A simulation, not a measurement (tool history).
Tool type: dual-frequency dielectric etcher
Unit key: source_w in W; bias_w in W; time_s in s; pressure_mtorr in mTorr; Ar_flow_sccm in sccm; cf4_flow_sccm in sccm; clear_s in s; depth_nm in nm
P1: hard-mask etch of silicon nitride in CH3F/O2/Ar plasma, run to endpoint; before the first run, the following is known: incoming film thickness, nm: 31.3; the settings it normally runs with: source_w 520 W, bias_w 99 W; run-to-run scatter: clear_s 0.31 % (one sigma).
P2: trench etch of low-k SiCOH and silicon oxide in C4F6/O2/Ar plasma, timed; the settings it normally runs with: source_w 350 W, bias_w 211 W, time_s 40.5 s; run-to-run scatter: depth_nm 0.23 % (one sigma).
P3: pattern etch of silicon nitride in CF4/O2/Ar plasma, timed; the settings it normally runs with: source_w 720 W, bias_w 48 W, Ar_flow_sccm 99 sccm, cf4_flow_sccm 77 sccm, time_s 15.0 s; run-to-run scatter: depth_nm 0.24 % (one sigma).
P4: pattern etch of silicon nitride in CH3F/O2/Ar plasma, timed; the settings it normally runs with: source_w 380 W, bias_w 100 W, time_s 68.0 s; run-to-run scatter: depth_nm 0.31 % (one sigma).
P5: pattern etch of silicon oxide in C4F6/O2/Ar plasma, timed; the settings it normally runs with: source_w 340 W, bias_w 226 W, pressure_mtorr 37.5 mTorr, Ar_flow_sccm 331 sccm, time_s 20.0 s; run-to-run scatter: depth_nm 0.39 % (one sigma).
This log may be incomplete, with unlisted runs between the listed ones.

run	hour	process	source_w	bias_w	time_s	pressure_mtorr	Ar_flow_sccm	cf4_flow_sccm	clear_s	depth_nm
1	5.5	P1	520	99					36.293	
2	14.0	P2	500	211	40.5					154.740
3	22.7	P5	340	226	20.0	52.5	331			60.555
4	30.4	P2	350	133	40.5					116.350
5	39.7	P1	520	99					36.288	
6	50.3	P4	380	100	37.5					29.145
7	61.0	P5	340	226	28.0	37.5	331			88.182
8	70.6	P3	720	48	21.0		99	77		52.388
9	81.9	P1	520	99					36.301	
10	89.5	P5	340	226	20.0	37.5	269			64.005
11	100.2	P1	520	65					42.115	
# hour 100.8: wet clean of the chamber
12	109.8	P1	520	99					36.354	
13	117.0	P4	520	100	68.0					59.397
14	128.2	P1	520	99					36.362	
15	137.1	P4	380	126	68.0					58.033
16	148.4	P1	720	99					32.022	
17	155.9	P1	520	99					36.359	
18	164.4	P1	640	62					39.225	
19	169.4	P5	340	137	20.0	37.5	331			53.727
20	178.8	P3	460	48	15.0		99	77		25.278
21	189.3	P3	720	30	15.0		99	77		31.846
22	199.8	P3	720	48	15.0		127	77		36.072
23	211.2	P4	380	100	68.0					52.767
24	222.7	P2	350	211	40.5					134.620
25	231.5	P1	520	99					36.406	
26	239.6	P3	720	48	15.0		99	50		35.024
27	245.7	P1	520	134					32.461	

What will run 28 give?
28	256.7	P1	330	99					?	

Run 28 produced clear_s 43.127 s.
